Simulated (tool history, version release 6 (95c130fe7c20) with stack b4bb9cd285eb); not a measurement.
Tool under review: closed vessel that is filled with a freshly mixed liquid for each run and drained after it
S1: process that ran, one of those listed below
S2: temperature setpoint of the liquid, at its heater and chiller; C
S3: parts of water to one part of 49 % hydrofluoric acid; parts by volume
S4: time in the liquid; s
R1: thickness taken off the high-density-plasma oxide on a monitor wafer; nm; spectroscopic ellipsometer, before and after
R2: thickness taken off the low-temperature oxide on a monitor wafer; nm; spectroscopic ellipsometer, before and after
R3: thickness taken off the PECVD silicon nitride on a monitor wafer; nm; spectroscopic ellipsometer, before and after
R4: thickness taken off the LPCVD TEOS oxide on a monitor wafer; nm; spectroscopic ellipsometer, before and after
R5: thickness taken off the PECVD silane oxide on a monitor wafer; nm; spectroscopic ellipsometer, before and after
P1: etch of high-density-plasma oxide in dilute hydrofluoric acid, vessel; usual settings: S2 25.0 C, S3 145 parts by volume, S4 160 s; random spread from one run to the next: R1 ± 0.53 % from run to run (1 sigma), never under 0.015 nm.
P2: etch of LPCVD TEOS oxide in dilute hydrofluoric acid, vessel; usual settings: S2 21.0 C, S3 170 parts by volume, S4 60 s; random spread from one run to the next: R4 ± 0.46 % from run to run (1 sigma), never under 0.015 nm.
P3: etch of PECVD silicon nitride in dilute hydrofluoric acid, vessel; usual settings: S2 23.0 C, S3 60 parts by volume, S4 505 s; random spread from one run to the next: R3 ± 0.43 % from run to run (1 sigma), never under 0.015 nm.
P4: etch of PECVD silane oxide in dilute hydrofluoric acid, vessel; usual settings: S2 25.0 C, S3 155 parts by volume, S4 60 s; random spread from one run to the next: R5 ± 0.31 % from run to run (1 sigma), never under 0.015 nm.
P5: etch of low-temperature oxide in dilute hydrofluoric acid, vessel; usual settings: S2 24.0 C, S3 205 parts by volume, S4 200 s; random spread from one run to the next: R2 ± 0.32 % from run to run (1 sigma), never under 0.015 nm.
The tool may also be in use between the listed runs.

run	hour	S1	S2	S3	S4	R1	R2	R3	R4	R5
1	12.1	P1	25.0	145	160	10.2360				
2	24.9	P5	24.0	205	200		29.9530			
3	42.2	P1	33.0	145	160	13.7920				
4	51.6	P5	24.0	205	200		29.9510			
5	62.3	P3	23.0	105	505			22.884		
6	76.4	P5	24.0	205	30		4.4975			
7	85.1	P1	25.0	145	160	10.4020				
8	96.4	P1	25.0	145	60	3.8489				
9	108.9	P1	25.0	240	260	9.0637				
10	123.0	P3	23.0	60	980			76.153		
11	141.9	P3	23.0	60	505			39.459		
12	150.9	P2	21.0	170	60				13.9830	
13	164.8	P1	17.0	145	160	7.5058				
14	179.0	P1	25.0	145	160	10.2170				
15	191.4	P1	25.0	260	160	5.0678				
16	210.7	P2	21.0	170	100				23.2400	
17	226.6	P1	25.0	85	160	18.9160				
18	245.8	P4	19.0	155	60					11.696
19	257.4	P3	30.0	60	505			62.519		
# hour 262.9: hydrofluoric acid flow meter replaced
20	271.0	P4	25.0	155	60					14.760
21	279.3	P5	24.0	65	200		111.2000			
22	287.8	P4	25.0	155	115					28.295
23	305.1	P1	21.5	145	70	3.9004				
24	319.9	P5	17.5	205	200		23.4490			
25	336.6	P4	25.0	35	60					75.959
26	349.7	P2	21.0	170	60				14.0270	
27	361.5	P2	17.0	170	60				12.0050	
28	377.0	P3	23.0	60	505			39.349		
29	385.4	P2	21.0	290	60				7.3266	
30	397.4	P1	25.0	75	80	10.8550				
31	415.9	P1	25.0	145	240	15.2930				
32	435.0	P1	25.0	145	160	10.2880				

Run 33 is up next; what results do you expect?
33	449.7	P1	25.0	145	160	?				

{"run 33": {"R1": 10.312}}

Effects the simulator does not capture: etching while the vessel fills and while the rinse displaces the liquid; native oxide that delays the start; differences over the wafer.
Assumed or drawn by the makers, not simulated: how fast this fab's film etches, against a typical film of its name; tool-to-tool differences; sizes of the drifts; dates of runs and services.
